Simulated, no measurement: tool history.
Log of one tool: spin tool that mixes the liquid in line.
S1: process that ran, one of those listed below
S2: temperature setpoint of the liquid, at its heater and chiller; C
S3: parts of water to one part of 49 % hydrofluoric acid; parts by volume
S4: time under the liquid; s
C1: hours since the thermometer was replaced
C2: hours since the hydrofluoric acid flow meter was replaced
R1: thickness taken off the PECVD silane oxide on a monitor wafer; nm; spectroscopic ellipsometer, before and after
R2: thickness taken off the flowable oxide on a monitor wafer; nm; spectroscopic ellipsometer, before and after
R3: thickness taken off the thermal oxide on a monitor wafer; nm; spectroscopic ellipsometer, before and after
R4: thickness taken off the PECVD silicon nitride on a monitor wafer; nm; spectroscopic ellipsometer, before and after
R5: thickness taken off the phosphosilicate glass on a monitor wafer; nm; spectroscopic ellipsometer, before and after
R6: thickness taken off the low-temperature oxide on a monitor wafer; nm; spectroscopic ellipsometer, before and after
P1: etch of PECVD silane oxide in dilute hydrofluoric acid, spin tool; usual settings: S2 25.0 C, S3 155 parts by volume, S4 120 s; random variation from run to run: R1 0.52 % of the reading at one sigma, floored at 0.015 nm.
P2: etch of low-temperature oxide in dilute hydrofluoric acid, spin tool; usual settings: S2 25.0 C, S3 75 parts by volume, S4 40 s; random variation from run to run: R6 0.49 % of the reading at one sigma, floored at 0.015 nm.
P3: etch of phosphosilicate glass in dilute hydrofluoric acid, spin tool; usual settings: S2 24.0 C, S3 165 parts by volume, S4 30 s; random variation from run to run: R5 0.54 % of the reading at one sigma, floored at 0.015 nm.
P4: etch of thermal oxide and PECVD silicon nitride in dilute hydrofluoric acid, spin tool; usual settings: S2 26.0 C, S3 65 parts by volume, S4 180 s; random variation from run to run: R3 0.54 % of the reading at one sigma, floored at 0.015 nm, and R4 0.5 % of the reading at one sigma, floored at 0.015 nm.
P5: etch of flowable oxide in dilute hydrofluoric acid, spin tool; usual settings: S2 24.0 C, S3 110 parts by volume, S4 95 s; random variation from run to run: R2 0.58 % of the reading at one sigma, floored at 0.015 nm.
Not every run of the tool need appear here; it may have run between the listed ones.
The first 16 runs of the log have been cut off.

run 17 hour=111.7 | S1=P4 S2=26.0 S3=65 S4=180 | C1=444.4 C2=983.8 | R3=14.476 R4=14.084
run 18 hour=117.7 | S1=P1 S2=25.0 S3=155 S4=225 | C1=450.4 C2=989.8 | R1=69.4830
run 19 hour=123.0 | S1=P5 S2=24.0 S3=110 S4=95 | C1=455.7 C2=995.1 | R2=35.062
run 20 hour=128.0 | S1=P3 S2=24.0 S3=165 S4=15 | C1=460.7 C2=1000.1 | R5=13.348
run 21 hour=136.8 | S1=P2 S2=25.0 S3=35 S4=40 | C1=469.5 C2=1008.9 | R6=21.2010
run 22 hour=141.1 | S1=P1 S2=25.0 S3=215 S4=120 | C1=473.8 C2=1013.2 | R1=24.9190
run 23 hour=146.9 | S1=P3 S2=20.0 S3=165 S4=30 | C1=479.6 C2=1019.0 | R5=22.698
run 24 hour=152.1 | S1=P1 S2=25.0 S3=35 S4=120 | C1=484.8 C2=1024.2 | R1=193.1800
run 25 hour=156.2 | S1=P2 S2=21.0 S3=75 S4=40 | C1=488.9 C2=1028.3 | R6=7.9848
run 26 hour=164.1 | S1=P4 S2=30.5 S3=65 S4=180 | C1=496.8 C2=1036.2 | R3=17.364 R4=19.032
run 27 hour=168.2 | S1=P1 S2=25.0 S3=155 S4=120 | C1=500.9 C2=1040.3 | R1=37.5690
run 28 hour=175.7 | S1=P5 S2=24.0 S3=195 S4=95 | C1=508.4 C2=1047.8 | R2=18.048
run 29 hour=184.3 | S1=P1 S2=25.0 S3=155 S4=120 | C1=517.0 C2=1056.4 | R1=37.1610
run 30 hour=188.7 | S1=P2 S2=25.0 S3=75 S4=15 | C1=521.4 C2=1060.8 | R6=3.4805
run 31 hour=193.2 | S1=P1 S2=25.0 S3=155 S4=120 | C1=525.9 C2=1065.3 | R1=37.2340
run 32 hour=202.2 | S1=P1 S2=25.0 S3=155 S4=120 | C1=534.9 C2=1074.3 | R1=35.8240
run 33 hour=207.7 | S1=P1 S2=25.0 S3=155 S4=120 | C1=540.4 C2=1079.8 | R1=35.9250
run 34 hour=214.0 | S1=P1 S2=25.0 S3=155 S4=120 | C1=546.7 C2=1086.1 | R1=35.3100
run 35 hour=222.6 | S1=P1 S2=25.0 S3=155 S4=120 | C1=555.3 C2=1094.7 | R1=34.9550
run 36 hour=229.0 | S1=P1 S2=25.0 S3=155 S4=120 | C1=561.7 C2=1101.1 | R1=34.7080
run 37 hour=233.0 | S1=P1 S2=25.0 S3=155 S4=120 | C1=565.7 C2=1105.1 | R1=34.7580
run 38 hour=239.0 | S1=P1 S2=25.0 S3=155 S4=120 | C1=571.7 C2=1111.1 | R1=34.6300
run 39 hour=243.9 | S1=P1 S2=25.0 S3=155 S4=120 | C1=576.6 C2=1116.0 | R1=34.4200

Estimate the outcome of run 40 from the log above:
run 40 hour=248.9 | S1=P1 S2=25.0 S3=155 S4=120 | C1=581.6 C2=1121.0 | R1=?

{"run 40": {"R1": 34.855}}
